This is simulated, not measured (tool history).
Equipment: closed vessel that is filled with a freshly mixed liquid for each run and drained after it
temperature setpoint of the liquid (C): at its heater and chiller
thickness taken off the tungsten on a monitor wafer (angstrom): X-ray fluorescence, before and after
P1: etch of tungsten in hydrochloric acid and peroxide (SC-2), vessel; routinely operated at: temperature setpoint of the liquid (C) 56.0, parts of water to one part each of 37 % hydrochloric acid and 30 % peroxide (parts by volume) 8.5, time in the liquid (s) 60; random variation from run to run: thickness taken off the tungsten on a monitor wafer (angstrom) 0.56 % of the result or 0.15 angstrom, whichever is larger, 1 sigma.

run,hour,temperature setpoint of the liquid (C),parts of water to one part each of 37 % hydrochloric acid and 30 % peroxide (parts by volume),time in the liquid (s),thickness taken off the tungsten on a monitor wafer (angstrom)
1,6.2,56.0,8.5,60,123.510
# hour 9.0: chemicals flow meter replaced
2,11.5,64.5,8.5,60,209.800
3,18.3,43.0,8.5,60,51.313
4,21.5,56.0,8.5,60,124.780
5,27.8,56.0,8.5,60,123.530
6,32.6,56.0,8.5,115,239.830
7,39.0,56.0,8.5,30,62.165
8,45.0,56.0,14.5,60,79.101
9,50.6,56.0,8.5,60,123.420
10,54.5,56.0,8.5,60,123.960
11,57.6,56.0,8.5,60,124.110
12,61.7,56.0,8.5,60,124.220
13,66.1,56.0,4.0,60,217.660
14,70.1,48.0,8.5,35,42.532
15,74.1,56.0,8.5,60,124.690
16,77.3,56.0,8.5,60,120.750
17,83.3,56.0,8.5,60,117.890
18,88.7,56.0,8.5,60,115.810
19,94.7,56.0,8.5,60,115.010
20,101.6,56.0,8.5,60,114.500
21,104.9,56.0,8.5,60,113.880
# hour 111.5: new drum of peroxide connected
22,111.8,56.0,8.5,60,112.800

Run 23 is up next; what results do you expect?
23,116.1,56.0,8.5,60,?

thickness taken off the tungsten on a monitor wafer (angstrom): 112.870

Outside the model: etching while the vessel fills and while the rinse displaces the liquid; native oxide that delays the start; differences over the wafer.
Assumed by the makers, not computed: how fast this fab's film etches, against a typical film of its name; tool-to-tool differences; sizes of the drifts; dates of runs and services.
